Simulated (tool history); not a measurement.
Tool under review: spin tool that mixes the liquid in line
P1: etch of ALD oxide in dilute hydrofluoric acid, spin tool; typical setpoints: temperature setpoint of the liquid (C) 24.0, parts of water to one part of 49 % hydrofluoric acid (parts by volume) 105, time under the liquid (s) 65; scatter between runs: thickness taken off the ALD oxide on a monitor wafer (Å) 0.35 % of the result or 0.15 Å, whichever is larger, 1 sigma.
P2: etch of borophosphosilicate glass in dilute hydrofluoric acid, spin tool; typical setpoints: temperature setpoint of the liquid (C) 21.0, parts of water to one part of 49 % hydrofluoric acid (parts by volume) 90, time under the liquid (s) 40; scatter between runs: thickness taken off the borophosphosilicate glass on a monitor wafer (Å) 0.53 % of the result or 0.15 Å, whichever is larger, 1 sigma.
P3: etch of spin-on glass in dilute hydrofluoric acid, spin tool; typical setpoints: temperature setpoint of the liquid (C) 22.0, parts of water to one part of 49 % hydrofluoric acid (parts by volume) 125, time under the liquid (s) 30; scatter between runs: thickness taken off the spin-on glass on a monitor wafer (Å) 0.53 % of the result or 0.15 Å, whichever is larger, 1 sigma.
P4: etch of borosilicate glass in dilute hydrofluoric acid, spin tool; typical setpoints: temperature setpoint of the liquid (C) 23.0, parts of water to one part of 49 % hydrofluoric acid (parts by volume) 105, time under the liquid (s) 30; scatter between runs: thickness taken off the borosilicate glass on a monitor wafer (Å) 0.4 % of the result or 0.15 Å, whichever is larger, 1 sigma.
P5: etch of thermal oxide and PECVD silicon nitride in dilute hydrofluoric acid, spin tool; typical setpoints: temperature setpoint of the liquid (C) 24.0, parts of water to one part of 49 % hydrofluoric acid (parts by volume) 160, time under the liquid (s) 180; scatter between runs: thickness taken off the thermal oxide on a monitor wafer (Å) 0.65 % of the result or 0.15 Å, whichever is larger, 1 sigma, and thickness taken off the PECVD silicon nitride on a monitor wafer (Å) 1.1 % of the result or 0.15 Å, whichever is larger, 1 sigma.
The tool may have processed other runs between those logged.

| run | day | process that ran | temperature setpoint of the liquid (C) | parts of water to one part of 49 % hydrofluoric acid (parts by volume) | time under the liquid (s) | hours since the thermometer was replaced | hours since the hydrofluoric acid flow meter was replaced | thickness taken off the ALD oxide on a monitor wafer (Å) | thickness taken off the thermal oxide on a monitor wafer (Å) | thickness taken off the PECVD silicon nitride on a monitor wafer (Å) | thickness taken off the borophosphosilicate glass on a monitor wafer (Å) | thickness taken off the borosilicate glass on a monitor wafer (Å) | thickness taken off the spin-on glass on a monitor wafer (Å) |
|---|---|---|---|---|---|---|---|---|---|---|---|---|---|
| 1 | 0.242 | P1 | 24.0 | 105 | 65 | 1293.1 | 475.1 | 60.939 |  |  |  |  |  |
| 2 | 0.596 | P5 | 24.0 | 270 | 180 | 1301.6 | 483.6 |  | 25.8450 | 11.6290 |  |  |  |
| 3 | 0.825 | P1 | 24.0 | 105 | 130 | 1307.1 | 489.1 | 120.290 |  |  |  |  |  |
| 4 | 1.133 | P1 | 24.0 | 105 | 65 | 1314.5 | 496.5 | 60.490 |  |  |  |  |  |
| 5 | 1.433 | P1 | 19.5 | 105 | 65 | 1321.7 | 503.7 | 50.067 |  |  |  |  |  |
| 6 | 1.704 | P2 | 21.0 | 90 | 40 | 1328.2 | 510.2 |  |  |  | 130.85 |  |  |
| 7 | 2.012 | P5 | 24.0 | 160 | 15 | 1335.6 | 517.6 |  | 4.1468 | 1.8813 |  |  |  |
| 8 | 2.258 | P4 | 23.0 | 105 | 30 | 1341.5 | 523.5 |  |  |  |  | 87.774 |  |
| 9 | 2.483 | P3 | 30.0 | 125 | 30 | 1346.9 | 528.9 |  |  |  |  |  | 101.080 |
| 10 | 2.779 | P1 | 24.0 | 105 | 65 | 1354.0 | 536.0 | 60.105 |  |  |  |  |  |
| 11 | 3.004 | P1 | 24.0 | 105 | 65 | 1359.4 | 541.4 | 60.220 |  |  |  |  |  |
| 12 | 3.179 | P1 | 24.0 | 105 | 65 | 1363.6 | 545.6 | 60.616 |  |  |  |  |  |
| 13 | 3.471 | P4 | 23.0 | 105 | 30 | 1370.6 | 552.6 |  |  |  |  | 87.965 |  |
| 14 | 3.779 | P2 | 21.0 | 90 | 80 | 1378.0 | 560.0 |  |  |  | 263.75 |  |  |
| 15 | 4.062 | P1 | 24.0 | 105 | 65 | 1384.8 | 566.8 | 60.344 |  |  |  |  |  |
|  | 4.108 | thermometer replaced |
| 16 | 4.367 | P2 | 25.0 | 90 | 40 | 6.2 | 574.1 |  |  |  | 153.71 |  |  |
| 17 | 4.754 | P2 | 21.0 | 90 | 40 | 15.5 | 583.4 |  |  |  | 130.71 |  |  |
| 18 | 4.996 | P2 | 21.0 | 55 | 40 | 21.3 | 589.2 |  |  |  | 223.49 |  |  |
| 19 | 5.329 | P3 | 22.0 | 125 | 15 | 29.3 | 597.2 |  |  |  |  |  | 37.960 |
| 20 | 5.517 | P5 | 24.0 | 160 | 180 | 33.8 | 601.7 |  | 48.8730 | 19.8240 |  |  |  |
| 21 | 5.704 | P4 | 23.0 | 105 | 60 | 38.3 | 606.2 |  |  |  |  | 175.760 |  |
| 22 | 5.912 | P1 | 24.0 | 105 | 65 | 43.3 | 611.2 | 60.416 |  |  |  |  |  |
| 23 | 6.296 | P5 | 19.5 | 160 | 180 | 52.5 | 620.4 |  | 41.5500 | 14.6020 |  |  |  |
| 24 | 6.600 | P1 | 24.0 | 30 | 65 | 59.8 | 627.7 | 233.010 |  |  |  |  |  |
| 25 | 6.988 | P4 | 23.0 | 165 | 30 | 69.1 | 637.0 |  |  |  |  | 52.315 |  |
| 26 | 7.196 | P1 | 29.5 | 105 | 100 | 74.1 | 642.0 | 115.000 |  |  |  |  |  |
| 27 | 7.550 | P3 | 22.0 | 170 | 30 | 82.6 | 650.5 |  |  |  |  |  | 52.668 |
| 28 | 7.825 | P1 | 24.0 | 185 | 65 | 89.2 | 657.1 | 31.051 |  |  |  |  |  |
| 29 | 8.012 | P3 | 22.0 | 125 | 30 | 93.7 | 661.6 |  |  |  |  |  | 75.447 |
| 30 | 8.288 | P1 | 31.5 | 105 | 65 | 100.3 | 668.2 | 80.106 |  |  |  |  |  |
| 31 | 8.675 | P1 | 24.0 | 105 | 35 | 109.6 | 677.5 | 32.296 |  |  |  |  |  |
| 32 | 9.021 | P4 | 17.0 | 105 | 30 | 117.9 | 685.8 |  |  |  |  | 69.220 |  |
| 33 | 9.275 | P1 | 24.0 | 105 | 65 | 124.0 | 691.9 | 59.912 |  |  |  |  |  |
| 34 | 9.662 | P1 | 24.0 | 105 | 65 | 133.3 | 701.2 | 57.715 |  |  |  |  |  |
| 35 | 9.962 | P1 | 24.0 | 105 | 65 | 140.5 | 708.4 | 57.517 |  |  |  |  |  |
| 36 | 10.350 | P1 | 24.0 | 105 | 65 | 149.8 | 717.7 | 56.538 |  |  |  |  |  |
| 37 | 10.583 | P1 | 24.0 | 105 | 65 | 155.4 | 723.3 | 56.248 |  |  |  |  |  |
| 38 | 10.938 | P1 | 24.0 | 105 | 65 | 163.9 | 731.8 | 55.506 |  |  |  |  |  |
| 39 | 11.192 | P1 | 24.0 | 105 | 65 | 170.0 | 737.9 | 55.599 |  |  |  |  |  |
| 40 | 11.383 | P1 | 24.0 | 105 | 65 | 174.6 | 742.5 | 56.258 |  |  |  |  |  |
| 41 | 11.783 | P1 | 24.0 | 105 | 65 | 184.2 | 752.1 | 55.797 |  |  |  |  |  |
| 42 | 11.958 | P1 | 24.0 | 105 | 65 | 188.4 | 756.3 | 55.550 |  |  |  |  |  |
| 43 | 12.221 | P1 | 24.0 | 105 | 65 | 194.7 | 762.6 | 55.028 |  |  |  |  |  |

The output of P1 has drifted from where it used to be. Each of the 2 causes below, taken at the size shown beside it, accounts for the log equally well:
A: liquid colder than its thermometer reads (K) = 2.15
B: hydrofluoric acid flow below the setpoint (%) = 7.26
Onset of the creep was near day 9.275.

You are offered 4 check runs, listed below with question marks in place of their results; each one averages 3 wafers. Which run separates the listed causes by giving clearly different results for each?
| check 1 | 12.483 | P5 | 24.0 | 160 | 180 |  |  |  | ? | ? |  |  |  |
| check 2 | 12.483 | P2 | 21.0 | 90 | 40 |  |  |  |  |  | ? |  |  |
| check 3 | 12.483 | P3 | 22.0 | 125 | 30 |  |  |  |  |  |  |  | ? |
| check 4 | 12.483 | P4 | 23.0 | 105 | 30 |  |  |  |  |  |  | ? |  |

Expected result of each check under each candidate cause:
| check | result | if A | if B |
|---|---|---|---|
| check 1 | thickness taken off the thermal oxide on a monitor wafer (Å) | 45.3360 | 45.0250 |
| check 1 | thickness taken off the PECVD silicon nitride on a monitor wafer (Å) | 17.0240 | 18.1640 |
| check 2 | thickness taken off the borophosphosilicate glass on a monitor wafer (Å) | 120.40 | 121.05 |
| check 3 | thickness taken off the spin-on glass on a monitor wafer (Å) | 69.015 | 68.999 |
| check 4 | thickness taken off the borosilicate glass on a monitor wafer (Å) | 80.744 | 80.857 |
How far apart the two closest causes lie, in the result that separates them most: check 1 6.48 %; check 2 0.54 %; check 3 0.02 %; check 4 0.14 %
Check 1 tells the causes apart: in the others they would give nearly the same result.

The results of check 1 are: thickness taken off the thermal oxide on a monitor wafer (Å) 45.6090; thickness taken off the PECVD silicon nitride on a monitor wafer (Å) 17.2160. Based on these, which of the listed causes is it?

It is A: liquid colder than its thermometer reads (K).

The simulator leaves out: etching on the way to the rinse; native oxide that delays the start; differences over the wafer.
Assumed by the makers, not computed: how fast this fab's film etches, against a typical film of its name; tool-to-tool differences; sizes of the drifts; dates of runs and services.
